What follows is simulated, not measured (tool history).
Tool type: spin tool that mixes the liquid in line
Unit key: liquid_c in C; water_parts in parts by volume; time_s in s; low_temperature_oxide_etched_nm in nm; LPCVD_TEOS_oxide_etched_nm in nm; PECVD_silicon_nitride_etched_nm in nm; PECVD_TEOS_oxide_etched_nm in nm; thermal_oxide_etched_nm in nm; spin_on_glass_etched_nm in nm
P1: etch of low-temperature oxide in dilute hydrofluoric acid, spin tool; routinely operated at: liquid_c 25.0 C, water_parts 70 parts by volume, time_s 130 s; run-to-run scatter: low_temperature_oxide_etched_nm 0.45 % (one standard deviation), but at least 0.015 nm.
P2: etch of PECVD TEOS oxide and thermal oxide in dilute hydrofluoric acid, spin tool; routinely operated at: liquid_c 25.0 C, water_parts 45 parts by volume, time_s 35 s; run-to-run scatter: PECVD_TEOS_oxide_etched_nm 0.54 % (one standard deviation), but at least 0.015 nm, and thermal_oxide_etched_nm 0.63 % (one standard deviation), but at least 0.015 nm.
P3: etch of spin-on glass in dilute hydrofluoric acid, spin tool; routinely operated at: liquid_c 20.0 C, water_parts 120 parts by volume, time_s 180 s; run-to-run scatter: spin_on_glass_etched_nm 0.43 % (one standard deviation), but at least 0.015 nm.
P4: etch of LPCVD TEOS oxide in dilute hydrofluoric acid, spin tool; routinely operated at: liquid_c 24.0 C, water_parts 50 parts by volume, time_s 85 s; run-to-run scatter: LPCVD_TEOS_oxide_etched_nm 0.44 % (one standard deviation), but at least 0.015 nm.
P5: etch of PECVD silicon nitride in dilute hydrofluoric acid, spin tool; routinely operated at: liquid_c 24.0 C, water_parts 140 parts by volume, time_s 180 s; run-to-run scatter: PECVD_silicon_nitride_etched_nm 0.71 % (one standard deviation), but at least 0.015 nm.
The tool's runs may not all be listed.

run   hour  process  liquid_c  water_parts  time_s  hours since the thermometer was replaced  hours since the hydrofluoric acid flow meter was replaced  low_temperature_oxide_etched_nm  LPCVD_TEOS_oxide_etched_nm  PECVD_silicon_nitride_etched_nm  PECVD_TEOS_oxide_etched_nm  thermal_oxide_etched_nm  spin_on_glass_etched_nm
  1    8.3       P1      25.0           70     130                                     537.9                                                      620.8                          40.5330
  2   13.5       P4      24.0           25      85                                     543.1                                                      626.0                                                       79.857
  3   25.2       P1      21.5           70     130                                     554.8                                                      637.7                          35.0790
  4   32.7       P1      25.0           70     130                                     562.3                                                      645.2                          40.3950
  5   44.0       P4      24.0           50      85                                     573.6                                                      656.5                                                       38.455
  6   55.7       P1      25.0          105     130                                     585.3                                                      668.2                          25.6320
  7   64.3       P5      30.0          140     180                                     593.9                                                      676.8                                                                                        5.2768
  8   71.8       P1      25.0           70     130                                     601.4                                                      684.3                          40.5030
  9   77.4       P2      25.0           45      70                                     607.0                                                      689.9                                                                                                                    39.142                   8.3709
 10   85.7       P4      30.5           50      85                                     615.3                                                      698.2                                                       50.195
 11   91.5       P5      24.0          140     180                                     621.1                                                      704.0                                                                                        3.6415
 12   96.9       P2      32.0           45      35                                     626.5                                                      709.4                                                                                                                    25.928                   5.4385
 13  106.5       P2      25.0           45      35                                     636.1                                                      719.0                                                                                                                    19.582                   4.1895
 14  115.6       P3      20.0          185     180                                     645.2                                                      728.1                                                                                                                                                                      20.668
 15  121.8       P3      20.0          120     180                                     651.4                                                      734.3                                                                                                                                                                      34.307
 16  130.8       P1      19.0           35     130                                     660.4                                                      743.3                          65.2740
 17  140.1       P2      25.0           70      35                                     669.7                                                      752.6                                                                                                                    12.232                   2.5800
 18  146.6       P3      20.0          120      60                                     676.2                                                      759.1                                                                                                                                                                      11.235
 19  156.4       P3      20.0          120     180                                     686.0                                                      768.9                                                                                                                                                                      34.009
 20  166.2       P5      24.0           70     180                                     695.8                                                      778.7                                                                                        7.2410
 21  173.2       P5      24.0          140     180                                     702.8                                                      785.7                                                                                        3.6754
 22  182.1       P4      24.0           50     140                                     711.7                                                      794.6                                                       63.222
 23  187.2       P5      24.0          140     340                                     716.8                                                      799.7                                                                                        6.8675
 24  198.4       P1      25.0           70      15                                     728.0                                                      810.9                           4.6281
 25  204.9       P1      25.0           70     220                                     734.5                                                      817.4                          67.8640
 26  215.8       P1      31.0           70     130                                     745.4                                                      828.3                          51.1970
 27  223.8       P3      17.0          120     180                                     753.4                                                      836.3                                                                                                                                                                      30.242
 28  233.7       P1      25.0           70     130                                     763.3                                                      846.2                          40.4940

Expected results for the next run?
 29  244.7       P4      24.0           50      85                                     774.3                                                      857.2                                                            ?

{"run 29": {"LPCVD_TEOS_oxide_etched_nm": 38.148}}
